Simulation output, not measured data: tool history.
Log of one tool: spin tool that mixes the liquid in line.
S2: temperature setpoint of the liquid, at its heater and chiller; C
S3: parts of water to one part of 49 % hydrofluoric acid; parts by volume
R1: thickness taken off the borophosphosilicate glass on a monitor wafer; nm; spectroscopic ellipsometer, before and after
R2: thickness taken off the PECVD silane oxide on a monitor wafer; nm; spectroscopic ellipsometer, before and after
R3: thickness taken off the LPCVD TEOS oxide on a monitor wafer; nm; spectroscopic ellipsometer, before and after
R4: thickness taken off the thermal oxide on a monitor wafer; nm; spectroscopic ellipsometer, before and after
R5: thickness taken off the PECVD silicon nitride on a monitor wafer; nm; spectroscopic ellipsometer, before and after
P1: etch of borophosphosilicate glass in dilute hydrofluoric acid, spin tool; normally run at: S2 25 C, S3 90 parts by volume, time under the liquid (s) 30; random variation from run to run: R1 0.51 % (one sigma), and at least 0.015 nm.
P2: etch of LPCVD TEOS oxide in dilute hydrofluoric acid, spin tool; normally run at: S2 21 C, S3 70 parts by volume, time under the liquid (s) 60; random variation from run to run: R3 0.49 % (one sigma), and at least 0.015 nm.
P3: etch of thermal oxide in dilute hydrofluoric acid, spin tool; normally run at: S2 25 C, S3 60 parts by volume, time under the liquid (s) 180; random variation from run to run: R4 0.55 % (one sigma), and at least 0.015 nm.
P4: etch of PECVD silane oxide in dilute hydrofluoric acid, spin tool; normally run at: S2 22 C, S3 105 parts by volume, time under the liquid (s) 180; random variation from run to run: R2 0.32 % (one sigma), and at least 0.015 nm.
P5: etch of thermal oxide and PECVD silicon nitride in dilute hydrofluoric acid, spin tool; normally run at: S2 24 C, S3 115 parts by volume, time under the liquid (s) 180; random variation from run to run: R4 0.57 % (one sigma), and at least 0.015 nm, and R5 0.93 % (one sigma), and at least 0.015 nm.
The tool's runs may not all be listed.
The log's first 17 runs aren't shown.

{"run": 18, "hour": 91.1, "process that ran": "P1", "S2": 32, "S3": 90, "time under the liquid (s)": 30, "R1": 16.737}
{"run": 19, "hour": 94.7, "process that ran": "P4", "S2": 17, "S3": 105, "time under the liquid (s)": 180, "R2": 31.68}
{"run": 20, "hour": 101.3, "process that ran": "P5", "S2": 24, "S3": 115, "time under the liquid (s)": 180, "R4": 7.386, "R5": 2.7741}
{"run": 21, "hour": 107.3, "process that ran": "P1", "S2": 25, "S3": 90, "time under the liquid (s)": 30, "R1": 12.72}
{"run": 22, "hour": 110.6, "process that ran": "P1", "S2": 25, "S3": 55, "time under the liquid (s)": 30, "R1": 22.035}
{"run": 23, "hour": 113.7, "process that ran": "P1", "S2": 25, "S3": 90, "time under the liquid (s)": 30, "R1": 12.807}
{"run": 24, "hour": 118.9, "process that ran": "P1", "S2": 25, "S3": 90, "time under the liquid (s)": 55, "R1": 23.235}
{"run": 25, "hour": 124.8, "process that ran": "P1", "S2": 25, "S3": 140, "time under the liquid (s)": 30, "R1": 7.7705}
{"run": 26, "hour": 131.5, "process that ran": "P2", "S2": 21, "S3": 70, "time under the liquid (s)": 100, "R3": 61.223}
{"run": 27, "hour": 136.1, "process that ran": "P2", "S2": 17, "S3": 70, "time under the liquid (s)": 60, "R3": 30.998}
{"run": 28, "hour": 139.7, "process that ran": "P3", "S2": 25, "S3": 60, "time under the liquid (s)": 180, "R4": 15.877}
{"run": 29, "hour": 143.0, "process that ran": "P1", "S2": 25, "S3": 90, "time under the liquid (s)": 15, "R1": 6.4159}
{"run": 30, "hour": 150.0, "process that ran": "P4", "S2": 22, "S3": 105, "time under the liquid (s)": 180, "R2": 39.038}

Run 31 comes next. What will it give?
{"run": 31, "hour": 156.0, "process that ran": "P3", "S2": 25, "S3": 60, "time under the liquid (s)": 335, "R4": "?"}

Run 31 gave R4 29.535 nm.

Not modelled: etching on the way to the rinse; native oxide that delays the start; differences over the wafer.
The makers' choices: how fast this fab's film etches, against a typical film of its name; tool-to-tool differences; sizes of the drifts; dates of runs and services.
